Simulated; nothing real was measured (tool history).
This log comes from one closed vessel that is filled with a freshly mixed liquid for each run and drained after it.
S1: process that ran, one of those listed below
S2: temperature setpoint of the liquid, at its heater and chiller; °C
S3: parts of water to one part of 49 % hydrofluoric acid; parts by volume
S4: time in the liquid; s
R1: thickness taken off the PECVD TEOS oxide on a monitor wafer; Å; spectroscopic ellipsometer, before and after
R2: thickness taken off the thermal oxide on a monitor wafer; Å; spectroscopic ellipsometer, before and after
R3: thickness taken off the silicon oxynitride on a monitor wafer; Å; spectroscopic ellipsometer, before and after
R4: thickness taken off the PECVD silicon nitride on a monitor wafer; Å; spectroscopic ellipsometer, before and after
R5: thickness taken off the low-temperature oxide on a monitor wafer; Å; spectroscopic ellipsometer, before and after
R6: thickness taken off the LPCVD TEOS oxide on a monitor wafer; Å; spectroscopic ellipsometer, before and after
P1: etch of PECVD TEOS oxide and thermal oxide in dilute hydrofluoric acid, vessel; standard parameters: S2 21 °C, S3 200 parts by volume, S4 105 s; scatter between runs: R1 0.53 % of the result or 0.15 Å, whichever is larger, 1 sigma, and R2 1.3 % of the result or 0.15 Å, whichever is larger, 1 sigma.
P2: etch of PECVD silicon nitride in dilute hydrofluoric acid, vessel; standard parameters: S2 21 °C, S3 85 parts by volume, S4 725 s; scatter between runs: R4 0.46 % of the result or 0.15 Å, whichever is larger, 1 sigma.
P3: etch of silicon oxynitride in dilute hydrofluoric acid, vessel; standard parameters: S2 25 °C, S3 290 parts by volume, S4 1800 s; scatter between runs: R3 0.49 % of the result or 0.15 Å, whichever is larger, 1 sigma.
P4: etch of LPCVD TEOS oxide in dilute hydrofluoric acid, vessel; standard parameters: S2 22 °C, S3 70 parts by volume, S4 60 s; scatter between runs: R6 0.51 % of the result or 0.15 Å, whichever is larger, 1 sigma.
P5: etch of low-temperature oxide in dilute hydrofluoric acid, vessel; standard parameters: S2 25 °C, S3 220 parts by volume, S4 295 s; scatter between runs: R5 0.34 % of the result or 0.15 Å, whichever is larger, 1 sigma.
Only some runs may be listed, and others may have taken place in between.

{"run": 1, "hour": 8.4, "S1": "P1", "S2": 21, "S3": 200, "S4": 105, "R1": 80.878, "R2": 19.97}
{"run": 2, "hour": 17.7, "S1": "P1", "S2": 27, "S3": 125, "S4": 105, "R1": 176.2, "R2": 43.825}
{"run": 3, "hour": 28.5, "S1": "P1", "S2": 21, "S3": 200, "S4": 30, "R1": 23.238, "R2": 5.6264}
{"run": 4, "hour": 41.6, "S1": "P3", "S2": 30, "S3": 290, "S4": 1800, "R3": 98.041}
{"run": 5, "hour": 52.4, "S1": "P1", "S2": 21, "S3": 330, "S4": 105, "R1": 43.244, "R2": 10.555}
{"run": 6, "hour": 61.2, "S1": "P1", "S2": 21, "S3": 200, "S4": 185, "R1": 142.77, "R2": 35.324}
{"run": 7, "hour": 73.1, "S1": "P2", "S2": 21, "S3": 85, "S4": 725, "R4": 116.86}
{"run": 8, "hour": 81.5, "S1": "P2", "S2": 21, "S3": 115, "S4": 725, "R4": 86.36}
{"run": 9, "hour": 94.9, "S1": "P1", "S2": 17, "S3": 200, "S4": 105, "R1": 69.091, "R2": 17.008}
{"run": 10, "hour": 101.8, "S1": "P3", "S2": 25, "S3": 290, "S4": 255, "R3": 11.45}
{"run": 11, "hour": 114.9, "S1": "P3", "S2": 25, "S3": 290, "S4": 1800, "R3": 79.486}
{"run": 12, "hour": 127.7, "S1": "P5", "S2": 25, "S3": 220, "S4": 295, "R5": 255.44}
{"run": 13, "hour": 135.7, "S1": "P5", "S2": 25, "S3": 105, "S4": 295, "R5": 610.36}
{"run": 14, "hour": 144.5, "S1": "P1", "S2": 21, "S3": 300, "S4": 185, "R1": 86.109, "R2": 21.148}
{"run": 15, "hour": 154.5, "S1": "P5", "S2": 30.5, "S3": 220, "S4": 295, "R5": 311.04}
{"run": 16, "hour": 167.1, "S1": "P1", "S2": 21, "S3": 200, "S4": 105, "R1": 81.126, "R2": 19.919}
{"run": 17, "hour": 177.9, "S1": "P1", "S2": 25.5, "S3": 200, "S4": 105, "R1": 95.634, "R2": 23.303}
{"run": 18, "hour": 186.2, "S1": "P4", "S2": 22, "S3": 120, "S4": 60, "R6": 240.97}
{"run": 19, "hour": 198.7, "S1": "P1", "S2": 21, "S3": 115, "S4": 105, "R1": 154.68, "R2": 38.019}
{"run": 20, "hour": 212.9, "S1": "P1", "S2": 21, "S3": 200, "S4": 105, "R1": 81.644, "R2": 20.263}
{"run": 21, "hour": 222.8, "S1": "P1", "S2": 21, "S3": 200, "S4": 105, "R1": 80.85, "R2": 20.329}
{"run": 22, "hour": 232.9, "S1": "P5", "S2": 25, "S3": 220, "S4": 75, "R5": 65.092}
{"run": 23, "hour": 240.0, "S1": "P2", "S2": 17, "S3": 85, "S4": 725, "R4": 88.909}
{"run": 24, "hour": 253.3, "S1": "P3", "S2": 25, "S3": 510, "S4": 1800, "R3": 39.468}
{"run": 25, "hour": 262.9, "S1": "P4", "S2": 22, "S3": 70, "S4": 60, "R6": 437.78}
{"run": 26, "hour": 272.3, "S1": "P2", "S2": 21, "S3": 85, "S4": 725, "R4": 116.57}
{"run": 27, "hour": 283.1, "S1": "P3", "S2": 25, "S3": 290, "S4": 1800, "R3": 79.468}
{"run": 28, "hour": 290.2, "S1": "P4", "S2": 29.5, "S3": 70, "S4": 60, "R6": 587.28}
{"run": 29, "hour": 298.4, "S1": "P2", "S2": 21, "S3": 85, "S4": 65, "R4": 10.298}
{"run": 30, "hour": 311.1, "S1": "P1", "S2": 21, "S3": 200, "S4": 105, "R1": 81.322, "R2": 19.928}
{"run": 31, "hour": 321.5, "S1": "P4", "S2": 22, "S3": 70, "S4": 30, "R6": 218.81}
{"run": 32, "hour": 335.9, "S1": "P1", "S2": 21, "S3": 200, "S4": 105, "R1": 81.102, "R2": 20.099}
{"run": 33, "hour": 346.7, "S1": "P1", "S2": 21, "S3": 200, "S4": 105, "R1": 83.043, "R2": 20.659}
{"run": 34, "hour": 353.4, "S1": "P1", "S2": 21, "S3": 200, "S4": 105, "R1": 85.514, "R2": 20.641}
{"run": 35, "hour": 364.9, "S1": "P1", "S2": 21, "S3": 200, "S4": 105, "R1": 86.923, "R2": 21.127}
{"run": 36, "hour": 376.3, "S1": "P1", "S2": 21, "S3": 200, "S4": 105, "R1": 86.994, "R2": 21.353}
{"run": 37, "hour": 389.2, "S1": "P1", "S2": 21, "S3": 200, "S4": 105, "R1": 87.716, "R2": 21.751}
{"run": 38, "hour": 401.3, "S1": "P1", "S2": 21, "S3": 200, "S4": 105, "R1": 87.9, "R2": 21.649}
{"run": 39, "hour": 415.3, "S1": "P1", "S2": 21, "S3": 200, "S4": 105, "R1": 87.769, "R2": 22.036}

What P1 gives has crept off from where it sat before. The 2 causes that follow fit the log equally well, each at the size noted:
A: hydrofluoric acid flow above the setpoint (%) = 6.87
B: liquid hotter than its thermometer reads (K) = 2.11
Onset of the creep was near hour 335.9.

Which of the 4 check runs listed below separates the causes, so that each cause would produce a clearly different result? Each run uses one wafer, and its results are marked with question marks.
{"run": "check 1", "hour": 429.3, "S1": "P2", "S2": 17, "S3": 85, "S4": 175, "R4": "?"}
{"run": "check 2", "hour": 429.3, "S1": "P4", "S2": 22, "S3": 110, "S4": 60, "R6": "?"}
{"run": "check 3", "hour": 429.3, "S1": "P5", "S2": 28, "S3": 135, "S4": 295, "R5": "?"}
{"run": "check 4", "hour": 429.3, "S1": "P3", "S2": 28, "S3": 430, "S4": 1800, "R3": "?"}

Check results expected under each cause:
check=check_1 result=R4 if_A=22.809 if_B=24.767
check=check_2 result=R6 if_A=286.26 if_B=288.87
check=check_3 result=R5 if_A=555.45 if_B=555.39
check=check_4 result=R3 if_A=59.802 if_B=59.426
Minimum pairwise separation of causes per check, each pair taken at its best-separating result: check 1 8.24 %; check 2 0.91 %; check 3 0.01 %; check 4 0.63 %
Check 1 is the one run that separates the causes; every other check would come out nearly the same whichever cause is at work.

After running check 1, the following was obtained: R4 22.677 Å. Which cause does this point to?

Of the candidate causes, it is A: hydrofluoric acid flow above the setpoint (%).

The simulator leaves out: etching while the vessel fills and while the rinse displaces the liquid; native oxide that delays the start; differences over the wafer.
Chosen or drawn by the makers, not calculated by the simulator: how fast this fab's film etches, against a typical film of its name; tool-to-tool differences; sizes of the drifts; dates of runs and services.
